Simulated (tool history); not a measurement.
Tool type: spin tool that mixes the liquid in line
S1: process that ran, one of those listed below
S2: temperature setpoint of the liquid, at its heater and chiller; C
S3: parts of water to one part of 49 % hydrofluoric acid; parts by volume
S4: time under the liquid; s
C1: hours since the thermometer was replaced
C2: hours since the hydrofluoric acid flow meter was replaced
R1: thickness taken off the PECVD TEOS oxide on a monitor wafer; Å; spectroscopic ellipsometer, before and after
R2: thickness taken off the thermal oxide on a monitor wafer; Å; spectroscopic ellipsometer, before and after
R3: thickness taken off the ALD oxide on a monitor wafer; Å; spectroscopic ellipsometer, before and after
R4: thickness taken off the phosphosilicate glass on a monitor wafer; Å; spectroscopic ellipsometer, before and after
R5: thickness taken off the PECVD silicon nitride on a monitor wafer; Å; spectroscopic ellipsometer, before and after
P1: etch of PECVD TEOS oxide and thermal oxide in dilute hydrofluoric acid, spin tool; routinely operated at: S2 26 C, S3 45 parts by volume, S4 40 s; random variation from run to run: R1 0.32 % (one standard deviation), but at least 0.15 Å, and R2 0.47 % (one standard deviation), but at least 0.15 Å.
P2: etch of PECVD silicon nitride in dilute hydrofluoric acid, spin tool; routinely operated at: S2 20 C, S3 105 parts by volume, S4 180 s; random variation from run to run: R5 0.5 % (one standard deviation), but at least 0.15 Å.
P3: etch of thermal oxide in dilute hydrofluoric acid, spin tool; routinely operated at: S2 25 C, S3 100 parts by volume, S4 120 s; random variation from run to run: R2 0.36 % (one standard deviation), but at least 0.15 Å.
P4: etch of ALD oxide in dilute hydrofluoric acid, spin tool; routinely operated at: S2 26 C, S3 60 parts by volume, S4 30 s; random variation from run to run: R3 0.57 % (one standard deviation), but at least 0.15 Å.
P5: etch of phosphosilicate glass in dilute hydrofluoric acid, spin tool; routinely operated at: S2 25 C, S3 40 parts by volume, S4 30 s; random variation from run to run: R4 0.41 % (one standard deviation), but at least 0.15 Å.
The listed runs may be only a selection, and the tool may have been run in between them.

{"run": 1, "hour": 8.4, "S1": "P1", "S2": 26, "S3": 45, "S4": 40, "C1": 117.9, "C2": 1374.7, "R1": 104.14, "R2": 47.225}
{"run": 2, "hour": 16.9, "S1": "P1", "S2": 26, "S3": 45, "S4": 40, "C1": 126.4, "C2": 1383.2, "R1": 104.41, "R2": 47.462}
{"run": 3, "hour": 24.7, "S1": "P4", "S2": 19.5, "S3": 60, "S4": 30, "C1": 134.2, "C2": 1391, "R3": 70.383}
{"hour": 25.4, "done": "hydrofluoric acid flow meter replaced"}
{"run": 4, "hour": 31.2, "S1": "P1", "S2": 31, "S3": 45, "S4": 15, "C1": 140.7, "C2": 5.9, "R1": 48.076, "R2": 21.375}
{"run": 5, "hour": 35.2, "S1": "P1", "S2": 26, "S3": 45, "S4": 40, "C1": 144.7, "C2": 9.9, "R1": 104.57, "R2": 47.156}
{"run": 6, "hour": 39.6, "S1": "P1", "S2": 26, "S3": 45, "S4": 40, "C1": 149.1, "C2": 14.3, "R1": 104.84, "R2": 47.671}
{"run": 7, "hour": 45.8, "S1": "P3", "S2": 25, "S3": 100, "S4": 120, "C1": 155.3, "C2": 20.5, "R2": 59.675}
{"run": 8, "hour": 53.6, "S1": "P3", "S2": 31.5, "S3": 100, "S4": 120, "C1": 163.1, "C2": 28.3, "R2": 75.922}
{"run": 9, "hour": 57.9, "S1": "P5", "S2": 30, "S3": 40, "S4": 30, "C1": 167.4, "C2": 32.6, "R4": 694.26}
{"run": 10, "hour": 66.2, "S1": "P5", "S2": 25, "S3": 55, "S4": 30, "C1": 175.7, "C2": 40.9, "R4": 401.19}
{"run": 11, "hour": 75.0, "S1": "P2", "S2": 20, "S3": 105, "S4": 275, "C1": 184.5, "C2": 49.7, "R5": 77.982}
{"run": 12, "hour": 80.0, "S1": "P2", "S2": 20, "S3": 105, "S4": 180, "C1": 189.5, "C2": 54.7, "R5": 50.779}
{"run": 13, "hour": 87.2, "S1": "P1", "S2": 26, "S3": 25, "S4": 40, "C1": 196.7, "C2": 61.9, "R1": 194.28, "R2": 87.667}
{"run": 14, "hour": 95.5, "S1": "P1", "S2": 18, "S3": 45, "S4": 40, "C1": 205, "C2": 70.2, "R1": 74.61, "R2": 33.561}
{"run": 15, "hour": 101.2, "S1": "P1", "S2": 26, "S3": 70, "S4": 40, "C1": 210.7, "C2": 75.9, "R1": 65.099, "R2": 29.254}
{"run": 16, "hour": 106.2, "S1": "P2", "S2": 20, "S3": 160, "S4": 180, "C1": 215.7, "C2": 80.9, "R5": 33.676}
{"run": 17, "hour": 112.3, "S1": "P1", "S2": 26, "S3": 45, "S4": 65, "C1": 221.8, "C2": 87, "R1": 169.33, "R2": 76.47}
{"run": 18, "hour": 120.4, "S1": "P1", "S2": 26, "S3": 45, "S4": 40, "C1": 229.9, "C2": 95.1, "R1": 105.13, "R2": 47.581}
{"run": 19, "hour": 127.9, "S1": "P4", "S2": 26, "S3": 60, "S4": 50, "C1": 237.4, "C2": 102.6, "R3": 151.28}
{"run": 20, "hour": 134.1, "S1": "P1", "S2": 26, "S3": 45, "S4": 40, "C1": 243.6, "C2": 108.8, "R1": 104.32, "R2": 47.708}
{"run": 21, "hour": 140.1, "S1": "P1", "S2": 26, "S3": 45, "S4": 15, "C1": 249.6, "C2": 114.8, "R1": 39.534, "R2": 17.833}
{"run": 22, "hour": 144.5, "S1": "P5", "S2": 25, "S3": 40, "S4": 30, "C1": 254, "C2": 119.2, "R4": 567.63}
{"run": 23, "hour": 153.0, "S1": "P2", "S2": 20, "S3": 105, "S4": 180, "C1": 262.5, "C2": 127.7, "R5": 50.929}
{"run": 24, "hour": 161.8, "S1": "P5", "S2": 25, "S3": 40, "S4": 55, "C1": 271.3, "C2": 136.5, "R4": 1030.8}
{"run": 25, "hour": 170.5, "S1": "P1", "S2": 30, "S3": 45, "S4": 40, "C1": 280, "C2": 145.2, "R1": 122.83, "R2": 55.769}
{"run": 26, "hour": 177.5, "S1": "P4", "S2": 26, "S3": 60, "S4": 30, "C1": 287, "C2": 152.2, "R3": 91.489}
{"run": 27, "hour": 184.9, "S1": "P3", "S2": 25, "S3": 100, "S4": 225, "C1": 294.4, "C2": 159.6, "R2": 112.36}
{"run": 28, "hour": 192.2, "S1": "P4", "S2": 26, "S3": 105, "S4": 30, "C1": 301.7, "C2": 166.9, "R3": 49.189}
{"run": 29, "hour": 200.6, "S1": "P3", "S2": 25, "S3": 155, "S4": 120, "C1": 310.1, "C2": 175.3, "R2": 36.102}
{"run": 30, "hour": 207.6, "S1": "P1", "S2": 33, "S3": 45, "S4": 15, "C1": 317.1, "C2": 182.3, "R1": 52.083, "R2": 23.368}
{"run": 31, "hour": 212.1, "S1": "P1", "S2": 33.5, "S3": 45, "S4": 15, "C1": 321.6, "C2": 186.8, "R1": 52.59, "R2": 23.532}
{"run": 32, "hour": 216.4, "S1": "P2", "S2": 17, "S3": 105, "S4": 180, "C1": 325.9, "C2": 191.1, "R5": 40.995}
{"run": 33, "hour": 221.3, "S1": "P1", "S2": 26, "S3": 45, "S4": 40, "C1": 330.8, "C2": 196, "R1": 105.68, "R2": 47.475}
{"run": 34, "hour": 227.7, "S1": "P1", "S2": 26, "S3": 45, "S4": 40, "C1": 337.2, "C2": 202.4, "R1": 107.18, "R2": 48.781}
{"run": 35, "hour": 236.3, "S1": "P1", "S2": 26, "S3": 45, "S4": 40, "C1": 345.8, "C2": 211, "R1": 110.34, "R2": 49.88}
{"run": 36, "hour": 243.5, "S1": "P1", "S2": 26, "S3": 45, "S4": 40, "C1": 353, "C2": 218.2, "R1": 111.29, "R2": 50.824}
{"run": 37, "hour": 251.4, "S1": "P1", "S2": 26, "S3": 45, "S4": 40, "C1": 360.9, "C2": 226.1, "R1": 113.14, "R2": 51.287}
{"run": 38, "hour": 260.5, "S1": "P1", "S2": 26, "S3": 45, "S4": 40, "C1": 370, "C2": 235.2, "R1": 112.35, "R2": 51.294}
{"run": 39, "hour": 265.6, "S1": "P1", "S2": 26, "S3": 45, "S4": 40, "C1": 375.1, "C2": 240.3, "R1": 113.24, "R2": 51.414}
{"run": 40, "hour": 274.3, "S1": "P1", "S2": 26, "S3": 45, "S4": 40, "C1": 383.8, "C2": 249, "R1": 114.62, "R2": 51.902}
{"run": 41, "hour": 281.6, "S1": "P1", "S2": 26, "S3": 45, "S4": 40, "C1": 391.1, "C2": 256.3, "R1": 114.27, "R2": 51.751}
{"run": 42, "hour": 290.6, "S1": "P1", "S2": 26, "S3": 45, "S4": 40, "C1": 400.1, "C2": 265.3, "R1": 113.65, "R2": 51.452}
{"run": 43, "hour": 296.8, "S1": "P1", "S2": 26, "S3": 45, "S4": 40, "C1": 406.3, "C2": 271.5, "R1": 114.19, "R2": 52.151}
{"run": 44, "hour": 303.0, "S1": "P1", "S2": 26, "S3": 45, "S4": 40, "C1": 412.5, "C2": 277.7, "R1": 114.46, "R2": 52.088}

Compared with where it was, what P1 gives has crept away. Each cause listed below fits the log as well as the rest, at the size given for it:
A: hydrofluoric acid flow above the setpoint (%) = 9
B: liquid hotter than its thermometer reads (K) = 2.27
At approximately hour 221.3, the process output began to creep.

Listed below are the offered check runs, one wafer per run, with question marks in place of results. For which of them would the causes give clearly different outcomes?
{"run": "check 1", "hour": 309.2, "S1": "P2", "S2": 20, "S3": 105, "S4": 180, "R5": "?"}
{"run": "check 2", "hour": 309.2, "S1": "P3", "S2": 25, "S3": 100, "S4": 120, "R2": "?"}
{"run": "check 3", "hour": 309.2, "S1": "P5", "S2": 25, "S3": 40, "S4": 30, "R4": "?"}
{"run": "check 4", "hour": 309.2, "S1": "P4", "S2": 26, "S3": 60, "S4": 30, "R3": "?"}

What every check run would give for each of its results, assuming each possible cause in turn:
check=check_1 result=R5 if_A=55.355 if_B=59.292
check=check_2 result=R2 if_A=65.86 if_B=65.305
check=check_3 result=R4 if_A=618.65 if_B=619.89
check=check_4 result=R3 if_A=100.54 if_B=100.28
How far apart the two closest causes lie, in the result that separates them most: check 1 6.87 %; check 2 0.85 %; check 3 0.2 %; check 4 0.26 %
Check 1 distinguishes between the causes, while the remaining checks would return nearly the same result for all of them.

Check 1 has now been run. It gave: R5 58.912 Å. Which of the candidate causes is it?

It is B: liquid hotter than its thermometer reads (K).

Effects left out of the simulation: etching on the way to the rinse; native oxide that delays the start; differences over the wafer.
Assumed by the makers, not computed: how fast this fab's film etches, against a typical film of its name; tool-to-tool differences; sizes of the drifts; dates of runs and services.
